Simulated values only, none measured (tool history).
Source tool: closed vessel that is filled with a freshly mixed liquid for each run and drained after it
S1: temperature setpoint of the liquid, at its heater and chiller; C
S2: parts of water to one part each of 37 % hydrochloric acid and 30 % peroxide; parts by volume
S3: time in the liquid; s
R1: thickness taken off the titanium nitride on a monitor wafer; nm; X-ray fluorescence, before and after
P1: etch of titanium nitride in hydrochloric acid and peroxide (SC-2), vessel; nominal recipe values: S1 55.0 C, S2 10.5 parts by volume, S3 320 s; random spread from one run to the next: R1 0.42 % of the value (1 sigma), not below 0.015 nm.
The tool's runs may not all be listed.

run	hour	S1	S2	S3	R1
1	5.3	55.0	10.5	320	6.8880
2	9.9	55.0	4.0	320	14.4420
3	13.8	63.5	5.5	320	19.6120
4	22.3	55.0	15.5	320	4.9359
5	29.7	55.0	10.5	140	3.0303
6	34.2	70.0	10.5	320	17.4500
# hour 36.9: chemicals flow meter replaced
7	39.5	55.0	10.5	320	6.8574
8	46.5	55.0	10.5	320	6.9128
9	54.6	39.0	10.5	320	2.3413
# hour 55.4: thermometer replaced
10	61.0	55.0	10.5	320	6.9138
11	69.3	55.0	10.5	560	12.2160
12	77.8	55.0	10.5	320	6.9037
13	83.9	55.0	10.5	320	6.7775
14	91.4	55.0	10.5	320	6.6155
15	97.6	55.0	10.5	320	6.5293
16	103.8	55.0	10.5	320	6.4595
17	108.6	55.0	10.5	320	6.4155
18	116.0	55.0	10.5	320	6.4464
# hour 119.3: new drum of peroxide connected
19	121.0	55.0	10.5	320	6.3695
20	128.7	55.0	10.5	320	6.4448
21	134.8	55.0	10.5	320	6.3596
22	142.4	55.0	10.5	320	6.3596
23	147.3	55.0	10.5	320	6.3868

The output of P1 has drifted from where it used to be. Each of the 2 causes below, taken at the size shown beside it, accounts for the log equally well:
A: chemicals flow below the setpoint (%) = 9.36
B: liquid colder than its thermometer reads (K) = 1.29
Creep in the process output first set in at about hour 77.8.
Other possible causes, and why each is ruled out:
peroxide weaker than its label (%): its service at hour 119.3 followed the start of the drift and did not put the process back to its old value

The 4 check runs listed below each average the results of 3 wafers, and their outcomes are marked with question marks. Under which run would the listed causes produce clearly different results?
check 1	152.2	55.0	14.0	510	?
check 2	152.2	69.0	10.5	320	?
check 3	152.2	39.5	13.5	320	?
check 4	152.2	44.0	4.0	320	?

Check results expected under each cause:
check	result	if A	if B
check 1	R1	7.8964	7.9184
check 2	R1	15.1610	15.2540
check 3	R1	1.7870	1.7761
check 4	R1	6.4570	6.3096
Distance between the nearest two causes, measured in the result of the check that separates them most: check 1 0.28 %; check 2 0.61 %; check 3 0.61 %; check 4 2.31 %
The other checks would show nearly matching results whichever cause is true, so check 4 is the only one that separates the causes.

The results of check 4 are: R1 6.3361 nm. Based on these, which of the listed causes is it?

B is the cause: liquid colder than its thermometer reads (K).
